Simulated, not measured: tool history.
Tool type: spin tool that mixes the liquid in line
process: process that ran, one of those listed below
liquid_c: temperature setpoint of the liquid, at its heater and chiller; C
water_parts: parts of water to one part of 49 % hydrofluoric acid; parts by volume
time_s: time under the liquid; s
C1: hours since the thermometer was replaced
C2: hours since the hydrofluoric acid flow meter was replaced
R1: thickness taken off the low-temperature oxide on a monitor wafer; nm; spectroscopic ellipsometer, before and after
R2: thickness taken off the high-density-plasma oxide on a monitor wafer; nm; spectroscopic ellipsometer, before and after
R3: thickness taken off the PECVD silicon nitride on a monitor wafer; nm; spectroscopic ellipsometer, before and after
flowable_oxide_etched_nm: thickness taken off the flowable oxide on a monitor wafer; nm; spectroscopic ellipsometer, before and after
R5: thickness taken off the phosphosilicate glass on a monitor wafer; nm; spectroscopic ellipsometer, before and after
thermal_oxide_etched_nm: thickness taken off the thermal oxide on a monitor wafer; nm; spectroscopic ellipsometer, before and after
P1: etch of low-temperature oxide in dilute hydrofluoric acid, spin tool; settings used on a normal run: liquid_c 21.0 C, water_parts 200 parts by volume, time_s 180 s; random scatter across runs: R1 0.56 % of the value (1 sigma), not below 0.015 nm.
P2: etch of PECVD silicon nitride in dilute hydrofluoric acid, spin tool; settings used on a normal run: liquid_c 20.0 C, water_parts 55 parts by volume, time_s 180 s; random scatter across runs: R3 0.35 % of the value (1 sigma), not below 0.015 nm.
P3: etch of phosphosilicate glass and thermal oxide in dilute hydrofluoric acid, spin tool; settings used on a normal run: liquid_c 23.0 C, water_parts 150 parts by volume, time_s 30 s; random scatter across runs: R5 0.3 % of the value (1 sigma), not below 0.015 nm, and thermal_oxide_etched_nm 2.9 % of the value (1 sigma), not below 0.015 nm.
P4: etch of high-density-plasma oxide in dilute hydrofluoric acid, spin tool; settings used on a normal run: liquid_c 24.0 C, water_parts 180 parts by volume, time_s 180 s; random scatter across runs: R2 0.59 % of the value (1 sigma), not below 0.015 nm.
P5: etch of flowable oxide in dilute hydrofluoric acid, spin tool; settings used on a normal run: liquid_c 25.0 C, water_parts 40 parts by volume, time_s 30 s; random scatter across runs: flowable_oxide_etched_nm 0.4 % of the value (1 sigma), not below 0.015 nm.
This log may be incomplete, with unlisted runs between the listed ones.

Run 1, hour 11.9: process P1, liquid_c 21.0 C, water_parts 200 parts by volume, time_s 180 s; C1 1288.2; C2 787.0. Result: R1 9.6630 nm.
Run 2, hour 23.3: process P4, liquid_c 24.0 C, water_parts 180 parts by volume, time_s 180 s; C1 1299.6; C2 798.4. Result: R2 4.7890 nm.
Run 3, hour 33.0: process P4, liquid_c 29.5 C, water_parts 180 parts by volume, time_s 180 s; C1 1309.3; C2 808.1. Result: R2 5.8289 nm.
Run 4, hour 49.1: process P1, liquid_c 21.0 C, water_parts 85 parts by volume, time_s 180 s; C1 1325.4; C2 824.2. Result: R1 25.5780 nm.
Run 5, hour 62.2: process P2, liquid_c 20.0 C, water_parts 55 parts by volume, time_s 180 s; C1 1338.5; C2 837.3. Result: R3 9.8645 nm.
Run 6, hour 77.6: process P1, liquid_c 17.0 C, water_parts 200 parts by volume, time_s 105 s; C1 1353.9; C2 852.7. Result: R1 4.7829 nm.
Run 7, hour 91.1: process P1, liquid_c 17.0 C, water_parts 200 parts by volume, time_s 180 s; C1 1367.4; C2 866.2. Result: R1 8.1749 nm.
Run 8, hour 106.7: process P4, liquid_c 24.0 C, water_parts 180 parts by volume, time_s 25 s; C1 1383.0; C2 881.8. Result: R2 0.6433 nm.
Run 9, hour 123.4: process P5, liquid_c 25.0 C, water_parts 40 parts by volume, time_s 30 s; C1 1399.7; C2 898.5. Result: flowable_oxide_etched_nm 31.724 nm.
Run 10, hour 140.9: process P3, liquid_c 23.0 C, water_parts 150 parts by volume, time_s 15 s; C1 1417.2; C2 916.0. Result: R5 5.6554 nm, thermal_oxide_etched_nm 0.38732 nm.
Run 11, hour 151.9: process P1, liquid_c 21.0 C, water_parts 200 parts by volume, time_s 260 s; C1 1428.2; C2 927.0. Result: R1 13.9110 nm.
Run 12, hour 159.7: process P3, liquid_c 23.0 C, water_parts 150 parts by volume, time_s 30 s; C1 1436.0; C2 934.8. Result: R5 11.3560 nm, thermal_oxide_etched_nm 0.81662 nm.
Run 13, hour 167.7: process P1, liquid_c 21.0 C, water_parts 200 parts by volume, time_s 180 s; C1 1444.0; C2 942.8. Result: R1 9.6049 nm.
Run 14, hour 176.3: process P2, liquid_c 20.0 C, water_parts 55 parts by volume, time_s 180 s; C1 1452.6; C2 951.4. Result: R3 9.8511 nm.
Run 15, hour 193.0: process P1, liquid_c 21.0 C, water_parts 200 parts by volume, time_s 180 s; C1 1469.3; C2 968.1. Result: R1 9.5874 nm.
Run 16, hour 204.8: process P3, liquid_c 23.0 C, water_parts 60 parts by volume, time_s 30 s; C1 1481.1; C2 979.9. Result: R5 31.4800 nm, thermal_oxide_etched_nm 2.38640 nm.
Run 17, hour 218.0: process P1, liquid_c 21.0 C, water_parts 200 parts by volume, time_s 180 s; C1 1494.3; C2 993.1. Result: R1 9.6074 nm.
Run 18, hour 234.2: process P5, liquid_c 30.5 C, water_parts 40 parts by volume, time_s 30 s; C1 1510.5; C2 1009.3. Result: flowable_oxide_etched_nm 39.923 nm.
Run 19, hour 243.8: process P5, liquid_c 25.0 C, water_parts 40 parts by volume, time_s 30 s; C1 1520.1; C2 1018.9. Result: flowable_oxide_etched_nm 31.637 nm.
Run 20, hour 253.9: process P1, liquid_c 21.0 C, water_parts 300 parts by volume, time_s 180 s; C1 1530.2; C2 1029.0. Result: R1 5.8976 nm.
Run 21, hour 270.1: process P2, liquid_c 25.5 C, water_parts 55 parts by volume, time_s 180 s; C1 1546.4; C2 1045.2. Result: R3 14.3830 nm.
Run 22, hour 280.9: process P1, liquid_c 25.5 C, water_parts 200 parts by volume, time_s 180 s; C1 1557.2; C2 1056.0. Result: R1 11.4310 nm.
Run 23, hour 292.7: process P5, liquid_c 25.0 C, water_parts 20 parts by volume, time_s 30 s; C1 1569.0; C2 1067.8. Result: flowable_oxide_etched_nm 64.912 nm.
Run 24, hour 300.5: process P5, liquid_c 25.0 C, water_parts 40 parts by volume, time_s 60 s; C1 1576.8; C2 1075.6. Result: flowable_oxide_etched_nm 62.992 nm.
Run 25, hour 308.5: process P4, liquid_c 24.0 C, water_parts 270 parts by volume, time_s 180 s; C1 1584.8; C2 1083.6. Result: R2 2.9099 nm.
Run 26, hour 318.4: process P2, liquid_c 20.0 C, water_parts 20 parts by volume, time_s 180 s; C1 1594.7; C2 1093.5. Result: R3 26.2740 nm.
Run 27, hour 332.2: process P1, liquid_c 21.0 C, water_parts 200 parts by volume, time_s 180 s; C1 1608.5; C2 1107.3. Result: R1 9.5275 nm.
At hour 334.3: hydrofluoric acid flow meter replaced.
Run 28, hour 340.9: process P2, liquid_c 20.0 C, water_parts 55 parts by volume, time_s 75 s; C1 1617.2; C2 6.6. Result: R3 4.1560 nm.
Run 29, hour 356.4: process P3, liquid_c 30.5 C, water_parts 150 parts by volume, time_s 30 s; C1 1632.7; C2 22.1. Result: R5 14.9780 nm, thermal_oxide_etched_nm 1.10220 nm.
Run 30, hour 370.0: process P1, liquid_c 21.0 C, water_parts 200 parts by volume, time_s 85 s; C1 1646.3; C2 35.7. Result: R1 4.5979 nm.
Run 31, hour 378.3: process P1, liquid_c 21.0 C, water_parts 200 parts by volume, time_s 180 s; C1 1654.6; C2 44.0. Result: R1 9.6129 nm.

Estimate the outcome of run 32 from the log above:
Run 32, hour 390.0: process P1, liquid_c 21.0 C, water_parts 200 parts by volume, time_s 180 s; C1 1666.3; C2 55.7. Result: R1 ?.

Run 32 measured R1 9.3398 nm.
